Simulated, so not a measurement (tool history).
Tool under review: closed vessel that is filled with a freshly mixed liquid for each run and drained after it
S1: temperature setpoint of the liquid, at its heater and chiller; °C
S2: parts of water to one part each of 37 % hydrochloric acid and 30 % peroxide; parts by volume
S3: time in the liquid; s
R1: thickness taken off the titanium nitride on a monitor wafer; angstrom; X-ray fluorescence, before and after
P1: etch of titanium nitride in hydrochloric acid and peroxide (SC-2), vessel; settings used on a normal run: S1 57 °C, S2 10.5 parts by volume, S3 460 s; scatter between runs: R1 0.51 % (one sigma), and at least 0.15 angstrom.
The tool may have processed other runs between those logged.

{"run": 1, "hour": 14.4, "S1": 57, "S2": 10.5, "S3": 460, "R1": 98.047}
{"run": 2, "hour": 27.7, "S1": 72, "S2": 10.5, "S3": 460, "R1": 243.98}
{"run": 3, "hour": 40.6, "S1": 57, "S2": 4, "S3": 460, "R1": 204.43}
{"run": 4, "hour": 50.5, "S1": 44.5, "S2": 10.5, "S3": 120, "R1": 11.073}
{"run": 5, "hour": 60.1, "S1": 57, "S2": 10.5, "S3": 255, "R1": 54.542}
{"run": 6, "hour": 67.7, "S1": 57, "S2": 10.5, "S3": 460, "R1": 97.499}
{"run": 7, "hour": 76.1, "S1": 42, "S2": 10.5, "S3": 460, "R1": 36.25}
{"run": 8, "hour": 87.0, "S1": 57, "S2": 10.5, "S3": 460, "R1": 97.443}
{"run": 9, "hour": 94.7, "S1": 57, "S2": 18, "S3": 660, "R1": 88.26}
{"run": 10, "hour": 110.2, "S1": 57, "S2": 10.5, "S3": 460, "R1": 97.133}
{"run": 11, "hour": 118.6, "S1": 57, "S2": 10.5, "S3": 735, "R1": 157.07}
{"run": 12, "hour": 130.7, "S1": 57, "S2": 10.5, "S3": 460, "R1": 98.006}
{"run": 13, "hour": 144.9, "S1": 57, "S2": 18, "S3": 460, "R1": 60.951}
{"run": 14, "hour": 152.7, "S1": 57, "S2": 10.5, "S3": 460, "R1": 98.414}
{"run": 15, "hour": 159.5, "S1": 57, "S2": 10.5, "S3": 460, "R1": 97.131}
{"run": 16, "hour": 173.1, "S1": 57, "S2": 10.5, "S3": 460, "R1": 97.588}
{"run": 17, "hour": 186.0, "S1": 57, "S2": 10.5, "S3": 460, "R1": 102.26}

What does the tool deliver on the next run?
{"run": 18, "hour": 196.4, "S1": 57, "S2": 10.5, "S3": 460, "R1": "?"}

R1: 103.69 angstrom

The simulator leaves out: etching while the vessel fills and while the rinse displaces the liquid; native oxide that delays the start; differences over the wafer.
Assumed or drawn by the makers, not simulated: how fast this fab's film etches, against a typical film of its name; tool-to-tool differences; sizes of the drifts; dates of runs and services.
